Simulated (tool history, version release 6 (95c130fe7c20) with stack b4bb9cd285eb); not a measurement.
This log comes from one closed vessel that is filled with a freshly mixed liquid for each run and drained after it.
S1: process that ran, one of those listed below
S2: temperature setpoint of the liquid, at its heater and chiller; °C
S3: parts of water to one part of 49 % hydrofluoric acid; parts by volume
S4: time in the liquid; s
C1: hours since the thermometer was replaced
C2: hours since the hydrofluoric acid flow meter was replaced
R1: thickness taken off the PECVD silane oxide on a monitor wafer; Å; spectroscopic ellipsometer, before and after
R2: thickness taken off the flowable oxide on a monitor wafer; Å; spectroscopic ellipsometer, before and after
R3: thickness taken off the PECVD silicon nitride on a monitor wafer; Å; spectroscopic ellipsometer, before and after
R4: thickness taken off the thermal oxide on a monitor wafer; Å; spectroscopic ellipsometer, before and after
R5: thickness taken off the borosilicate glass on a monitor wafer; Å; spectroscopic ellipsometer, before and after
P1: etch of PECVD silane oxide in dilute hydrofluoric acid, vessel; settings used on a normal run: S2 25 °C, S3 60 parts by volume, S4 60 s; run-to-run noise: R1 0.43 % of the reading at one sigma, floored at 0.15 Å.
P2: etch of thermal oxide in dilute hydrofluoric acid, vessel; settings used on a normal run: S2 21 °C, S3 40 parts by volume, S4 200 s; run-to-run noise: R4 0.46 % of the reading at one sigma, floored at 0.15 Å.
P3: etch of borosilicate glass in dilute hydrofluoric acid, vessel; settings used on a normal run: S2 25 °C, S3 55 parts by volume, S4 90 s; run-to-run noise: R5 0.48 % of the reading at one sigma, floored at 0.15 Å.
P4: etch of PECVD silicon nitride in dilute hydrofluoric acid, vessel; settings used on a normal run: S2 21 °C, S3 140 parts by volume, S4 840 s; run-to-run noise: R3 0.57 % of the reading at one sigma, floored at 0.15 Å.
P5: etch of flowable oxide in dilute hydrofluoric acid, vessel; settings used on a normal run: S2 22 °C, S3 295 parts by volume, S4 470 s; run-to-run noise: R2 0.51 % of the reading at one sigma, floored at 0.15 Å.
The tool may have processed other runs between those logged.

Run 1, hour 7.4: S1 P1, S2 25 °C, S3 60 parts by volume, S4 60 s; C1 490.8; C2 635.7. Result: R1 250.99 Å.
Run 2, hour 11.8: S1 P1, S2 25 °C, S3 30 parts by volume, S4 60 s; C1 495.2; C2 640.1. Result: R1 521.07 Å.
Run 3, hour 18.3: S1 P5, S2 17 °C, S3 295 parts by volume, S4 470 s; C1 501.7; C2 646.6. Result: R2 456.25 Å.
Run 4, hour 24.6: S1 P1, S2 25 °C, S3 60 parts by volume, S4 30 s; C1 508; C2 652.9. Result: R1 125.78 Å.
Run 5, hour 28.7: S1 P1, S2 30 °C, S3 60 parts by volume, S4 60 s; C1 512.1; C2 657. Result: R1 305.54 Å.
Run 6, hour 32.8: S1 P5, S2 22 °C, S3 105 parts by volume, S4 470 s; C1 516.2; C2 661.1. Result: R2 1879.1 Å.
At hour 34.9: hydrofluoric acid flow meter replaced.
Run 7, hour 37.7: S1 P5, S2 22 °C, S3 295 parts by volume, S4 470 s; C1 521.1; C2 2.9. Result: R2 547.51 Å.
Run 8, hour 43.1: S1 P4, S2 21 °C, S3 140 parts by volume, S4 120 s; C1 526.5; C2 8.3. Result: R3 13.533 Å.
Run 9, hour 46.8: S1 P1, S2 25 °C, S3 60 parts by volume, S4 110 s; C1 530.2; C2 12. Result: R1 461.47 Å.
Run 10, hour 51.5: S1 P4, S2 21 °C, S3 140 parts by volume, S4 840 s; C1 534.9; C2 16.7. Result: R3 95.166 Å.
Run 11, hour 55.4: S1 P1, S2 25 °C, S3 60 parts by volume, S4 60 s; C1 538.8; C2 20.6. Result: R1 250.62 Å.
Run 12, hour 59.6: S1 P2, S2 21 °C, S3 70 parts by volume, S4 200 s; C1 543; C2 24.8. Result: R4 127.94 Å.
Run 13, hour 67: S1 P2, S2 21 °C, S3 40 parts by volume, S4 400 s; C1 550.4; C2 32.2. Result: R4 471.76 Å.
Run 14, hour 72.5: S1 P1, S2 25 °C, S3 60 parts by volume, S4 60 s; C1 555.9; C2 37.7. Result: R1 250.38 Å.
Run 15, hour 77.9: S1 P2, S2 28.5 °C, S3 40 parts by volume, S4 200 s; C1 561.3; C2 43.1. Result: R4 316.05 Å.
Run 16, hour 82.4: S1 P1, S2 25 °C, S3 60 parts by volume, S4 60 s; C1 565.8; C2 47.6. Result: R1 249.15 Å.
Run 17, hour 86.9: S1 P1, S2 18.5 °C, S3 30 parts by volume, S4 60 s; C1 570.3; C2 52.1. Result: R1 397.54 Å.
Run 18, hour 93.8: S1 P1, S2 25 °C, S3 60 parts by volume, S4 60 s; C1 577.2; C2 59. Result: R1 250 Å.
Run 19, hour 100.7: S1 P1, S2 25 °C, S3 80 parts by volume, S4 30 s; C1 584.1; C2 65.9. Result: R1 91.966 Å.
Run 20, hour 107.6: S1 P4, S2 17.5 °C, S3 140 parts by volume, S4 840 s; C1 591; C2 72.8. Result: R3 75.555 Å.
Run 21, hour 112.8: S1 P4, S2 21 °C, S3 250 parts by volume, S4 840 s; C1 596.2; C2 78. Result: R3 53.994 Å.
Run 22, hour 117.7: S1 P3, S2 25 °C, S3 55 parts by volume, S4 90 s; C1 601.1; C2 82.9. Result: R5 529.71 Å.
Run 23, hour 121: S1 P3, S2 25 °C, S3 90 parts by volume, S4 90 s; C1 604.4; C2 86.2. Result: R5 305.22 Å.
Run 24, hour 124.4: S1 P2, S2 21 °C, S3 40 parts by volume, S4 200 s; C1 607.8; C2 89.6. Result: R4 233.8 Å.
Run 25, hour 128.3: S1 P1, S2 18.5 °C, S3 85 parts by volume, S4 60 s; C1 611.7; C2 93.5. Result: R1 131.69 Å.
Run 26, hour 132.5: S1 P3, S2 25 °C, S3 55 parts by volume, S4 30 s; C1 615.9; C2 97.7. Result: R5 174.9 Å.
Run 27, hour 138: S1 P4, S2 21 °C, S3 140 parts by volume, S4 840 s; C1 621.4; C2 103.2. Result: R3 95.842 Å.
Run 28, hour 145.3: S1 P1, S2 25 °C, S3 110 parts by volume, S4 60 s; C1 628.7; C2 110.5. Result: R1 128.44 Å.
Run 29, hour 149.4: S1 P1, S2 25 °C, S3 60 parts by volume, S4 60 s; C1 632.8; C2 114.6. Result: R1 252.01 Å.
Run 30, hour 153.7: S1 P5, S2 22 °C, S3 295 parts by volume, S4 900 s; C1 637.1; C2 118.9. Result: R2 1042 Å.
Run 31, hour 160.2: S1 P3, S2 25 °C, S3 55 parts by volume, S4 90 s; C1 643.6; C2 125.4. Result: R5 531.74 Å.
Run 32, hour 164.4: S1 P1, S2 17 °C, S3 60 parts by volume, S4 60 s; C1 647.8; C2 129.6. Result: R1 179.15 Å.
Run 33, hour 171.7: S1 P3, S2 33 °C, S3 55 parts by volume, S4 90 s; C1 655.1; C2 136.9. Result: R5 724.19 Å.
Run 34, hour 176.4: S1 P1, S2 25 °C, S3 60 parts by volume, S4 60 s; C1 659.8; C2 141.6. Result: R1 251.11 Å.
Run 35, hour 181.8: S1 P1, S2 25 °C, S3 60 parts by volume, S4 60 s; C1 665.2; C2 147. Result: R1 243.1 Å.
Run 36, hour 185.6: S1 P1, S2 25 °C, S3 60 parts by volume, S4 60 s; C1 669; C2 150.8. Result: R1 240.72 Å.
Run 37, hour 191.5: S1 P1, S2 25 °C, S3 60 parts by volume, S4 60 s; C1 674.9; C2 156.7. Result: R1 239.03 Å.
Run 38, hour 197.6: S1 P1, S2 25 °C, S3 60 parts by volume, S4 60 s; C1 681; C2 162.8. Result: R1 238.17 Å.
Run 39, hour 203.3: S1 P1, S2 25 °C, S3 60 parts by volume, S4 60 s; C1 686.7; C2 168.5. Result: R1 238.27 Å.
Run 40, hour 209.3: S1 P1, S2 25 °C, S3 60 parts by volume, S4 60 s; C1 692.7; C2 174.5. Result: R1 237.88 Å.

The log shows P1 creeping away from where it was. Any of the 2 causes listed here, at the size stated for it, fits the log just as well as the others:
A: hydrofluoric acid flow below the setpoint (%) = 5.21
B: liquid colder than its thermometer reads (K) = 1.43
The creep began at about hour 176.4.

The 4 check runs listed below each average the results of 3 wafers, and their outcomes are marked with question marks. Under which run would the listed causes produce clearly different results?
Run check 1, hour 215.3: S1 P2, S2 28.5 °C, S3 70 parts by volume, S4 200 s. Result: R4 ?.
Run check 2, hour 215.3: S1 P3, S2 33 °C, S3 55 parts by volume, S4 90 s. Result: R5 ?.
Run check 3, hour 215.3: S1 P4, S2 21 °C, S3 215 parts by volume, S4 305 s. Result: R3 ?.
Run check 4, hour 215.3: S1 P5, S2 22 °C, S3 110 parts by volume, S4 470 s. Result: R2 ?.

Outcome of each check run for each possible cause:
  check  result    if A    if B
check 1      R4  163.55  164.03
check 2      R5   682.3  684.74
check 3      R3  21.643  20.775
check 4      R2  1673.3    1678
Distance between the nearest two causes, measured in the result of the check that separates them most: check 1 0.29 %; check 2 0.36 %; check 3 4.09 %; check 4 0.28 %
Check 3 is the one run that separates the causes; every other check would come out nearly the same whichever cause is at work.

Check 3 has now been run. It gave: R3 21.852 Å. Which of the candidate causes is it?

It is A: hydrofluoric acid flow below the setpoint (%).
